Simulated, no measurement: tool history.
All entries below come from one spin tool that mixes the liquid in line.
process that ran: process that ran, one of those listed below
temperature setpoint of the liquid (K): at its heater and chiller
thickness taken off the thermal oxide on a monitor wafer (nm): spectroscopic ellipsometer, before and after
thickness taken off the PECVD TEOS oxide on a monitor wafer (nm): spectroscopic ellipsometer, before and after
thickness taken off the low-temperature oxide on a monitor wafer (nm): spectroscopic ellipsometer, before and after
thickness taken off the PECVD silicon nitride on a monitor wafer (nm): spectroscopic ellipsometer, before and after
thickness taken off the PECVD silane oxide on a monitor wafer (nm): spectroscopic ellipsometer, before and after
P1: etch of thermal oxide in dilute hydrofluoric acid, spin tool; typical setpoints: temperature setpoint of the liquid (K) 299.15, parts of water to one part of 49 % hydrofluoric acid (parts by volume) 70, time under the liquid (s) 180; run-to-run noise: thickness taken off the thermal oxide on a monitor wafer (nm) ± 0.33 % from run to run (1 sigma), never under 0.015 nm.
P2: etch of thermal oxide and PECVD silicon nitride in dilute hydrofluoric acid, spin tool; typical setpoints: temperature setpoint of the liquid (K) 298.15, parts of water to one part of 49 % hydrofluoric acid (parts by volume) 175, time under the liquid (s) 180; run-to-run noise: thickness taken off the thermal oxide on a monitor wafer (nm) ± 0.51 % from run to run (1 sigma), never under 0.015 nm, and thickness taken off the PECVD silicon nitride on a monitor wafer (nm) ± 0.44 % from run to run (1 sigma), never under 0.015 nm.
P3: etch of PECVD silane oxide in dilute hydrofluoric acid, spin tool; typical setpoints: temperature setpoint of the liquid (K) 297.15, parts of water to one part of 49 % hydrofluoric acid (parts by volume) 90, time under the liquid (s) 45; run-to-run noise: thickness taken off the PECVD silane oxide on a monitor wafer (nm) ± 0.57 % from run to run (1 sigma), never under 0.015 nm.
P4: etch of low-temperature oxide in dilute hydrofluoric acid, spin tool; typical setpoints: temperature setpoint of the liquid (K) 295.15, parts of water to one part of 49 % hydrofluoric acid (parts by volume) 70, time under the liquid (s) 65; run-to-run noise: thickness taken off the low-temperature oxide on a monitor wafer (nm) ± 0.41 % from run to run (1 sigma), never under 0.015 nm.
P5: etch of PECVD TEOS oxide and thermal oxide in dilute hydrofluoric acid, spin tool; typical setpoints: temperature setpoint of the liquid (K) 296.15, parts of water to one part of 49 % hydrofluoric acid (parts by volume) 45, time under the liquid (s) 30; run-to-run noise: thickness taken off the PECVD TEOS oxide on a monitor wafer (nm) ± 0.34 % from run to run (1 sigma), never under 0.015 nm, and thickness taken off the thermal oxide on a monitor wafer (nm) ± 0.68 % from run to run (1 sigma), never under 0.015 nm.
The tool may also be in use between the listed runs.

run   hour  process that ran  temperature setpoint of the liquid (K)  parts of water to one part of 49 % hydrofluoric acid (parts by volume)  time under the liquid (s)  thickness taken off the thermal oxide on a monitor wafer (nm)  thickness taken off the PECVD TEOS oxide on a monitor wafer (nm)  thickness taken off the low-temperature oxide on a monitor wafer (nm)  thickness taken off the PECVD silicon nitride on a monitor wafer (nm)  thickness taken off the PECVD silane oxide on a monitor wafer (nm)
  1   13.6                P1                                  299.15                                                                      70                        180                                                          13.81
  2   23.2                P1                                  292.65                                                                     115                        180                                                         6.0905
  3   36.1                P5                                  296.15                                                                      45                         30                                                         3.1481                                                            9.9005
  4   46.4                P4                                  291.15                                                                      70                         65                                                                                                                                                                                                  26.319
  5   58.3                P2                                  298.15                                                                     175                        180                                                         4.7679                                                                                                                                                                                                          6.2353
  6   70.8                P3                                  297.15                                                                      90                         45                                                                                                                                                                                                                                                                                                                                             23.437
  7   79.3                P5                                  296.15                                                                      75                         30                                                         1.8069                                                            5.7303
  8   91.2                P1                                  293.15                                                                      25                        180                                                         31.692
  9  107.4                P1                                  295.15                                                                      70                        180                                                         11.673
 10  122.4                P4                                  295.15                                                                      70                         65                                                                                                                                                                                                  31.373
 11  133.6                P2                                  291.15                                                                     175                        180                                                         3.6468                                                                                                                                                                                                          3.9499
 12  141.7                P1                                  299.15                                                                      70                        180                                                         13.747
 13  151.7                P1                                  299.15                                                                     105                        180                                                         8.7545
 14  166.6                P1                                  305.15                                                                      70                        180                                                         17.418
 15  176.5                P1                                  299.15                                                                      70                        180                                                         13.758
 16  185.7                P3                                  297.15                                                                      50                         45                                                                                                                                                                                                                                                                                                                                              44.43
 17  195.3                P5                                  296.15                                                                      45                         15                                                          1.608                                                            4.9424
 18  209.4                P3                                  290.15                                                                      90                         45                                                                                                                                                                                                                                                                                                                                             17.593
 19  225.6                P3                                  297.15                                                                      90                         45                                                                                                                                                                                                                                                                                                                                              23.26
 20  238.5                P2                                  298.15                                                                     175                        345                                                         9.0003                                                                                                                                                                                                          12.106
 21  252.7                P2                                  298.15                                                                     290                        180                                                         2.5198                                                                                                                                                                                                          3.7595
 22  269.1                P5                                  303.65                                                                      45                         30                                                          4.251                                                            13.276
 23  279.6                P5                                  296.15                                                                      45                         30                                                         3.1823                                                            9.8252
 24  295.5                P4                                  295.15                                                                      70                        130                                                                                                                                                                                                  62.516
 25  305.2                P4                                  295.15                                                                     125                         65                                                                                                                                                                                                  16.497
 26  314.3                P1                                  299.15                                                                      70                         65                                                         4.9824
 27  330.4                P1                                  305.65                                                                      40                        180                                                         32.787
 28  339.8                P1                                  299.15                                                                      70                        180                                                         13.826
 29  350.3                P3                                  297.15                                                                      90                         85                                                                                                                                                                                                                                                                                                                                             44.352
 30  359.1                P1                                  299.15                                                                      40                        180                                                         25.023
 31  368.6                P1                                  299.15                                                                      70                        340                                                         25.934
 32  381.7                P1                                  299.15                                                                      70                        180                                                         13.773
 33    393                P1                                  299.15                                                                      70                        180                                                          14.28
 34  401.6                P1                                  299.15                                                                      70                        180                                                         14.518
 35  417.6                P1                                  299.15                                                                      70                        180                                                         14.675
 36  432.1                P1                                  299.15                                                                      70                        180                                                         14.645
 37  442.9                P1                                  299.15                                                                      70                        180                                                         14.611
 38  452.8                P1                                  299.15                                                                      70                        180                                                         14.671

Something has made what P1 gives creep away from where it was; the 2 causes below, each at its own stated size, fit the log equally well:
A: liquid hotter than its thermometer reads (K) = 1.69
B: hydrofluoric acid flow above the setpoint (%) = 6.31
The drift started at roughly hour 381.7.

Consider the 4 single-wafer check runs listed below, results given as question marks: which one distinguishes between the causes by giving clearly different results for each?
check 1  462.7                P5                                  296.15                                                                      70                         30                                                              ?                                                                 ?
check 2  462.7                P4                                  295.15                                                                     115                        125                                                                                                                                                                                                       ?
check 3  462.7                P2                                  298.15                                                                     175                        285                                                              ?                                                                                                                                                                                                               ?
check 4  462.7                P3                                  290.15                                                                      50                         45                                                                                                                                                                                                                                                                                                                                                  ?

What every check run would give for each of its results, assuming each possible cause in turn:
  check                                                                 result    if A    if B
check 1          thickness taken off the thermal oxide on a monitor wafer (nm)  2.1088  2.1041
check 1       thickness taken off the PECVD TEOS oxide on a monitor wafer (nm)  6.5767  6.5621
check 2  thickness taken off the low-temperature oxide on a monitor wafer (nm)  37.154  37.233
check 3          thickness taken off the thermal oxide on a monitor wafer (nm)  7.9751  8.0615
check 3  thickness taken off the PECVD silicon nitride on a monitor wafer (nm)  11.026  10.538
check 4     thickness taken off the PECVD silane oxide on a monitor wafer (nm)  35.445  35.146
How far apart the two closest causes lie, in the result that separates them most: check 1 0.22 %; check 2 0.21 %; check 3 4.53 %; check 4 0.85 %
The causes can be told apart only by check 3. The other checks would give nearly the same results under each of them.

Then check 3 was run and gave: thickness taken off the thermal oxide on a monitor wafer (nm) 7.9739; thickness taken off the PECVD silicon nitride on a monitor wafer (nm) 10.974. Which cause is it?

Of the candidate causes, it is A: liquid hotter than its thermometer reads (K).
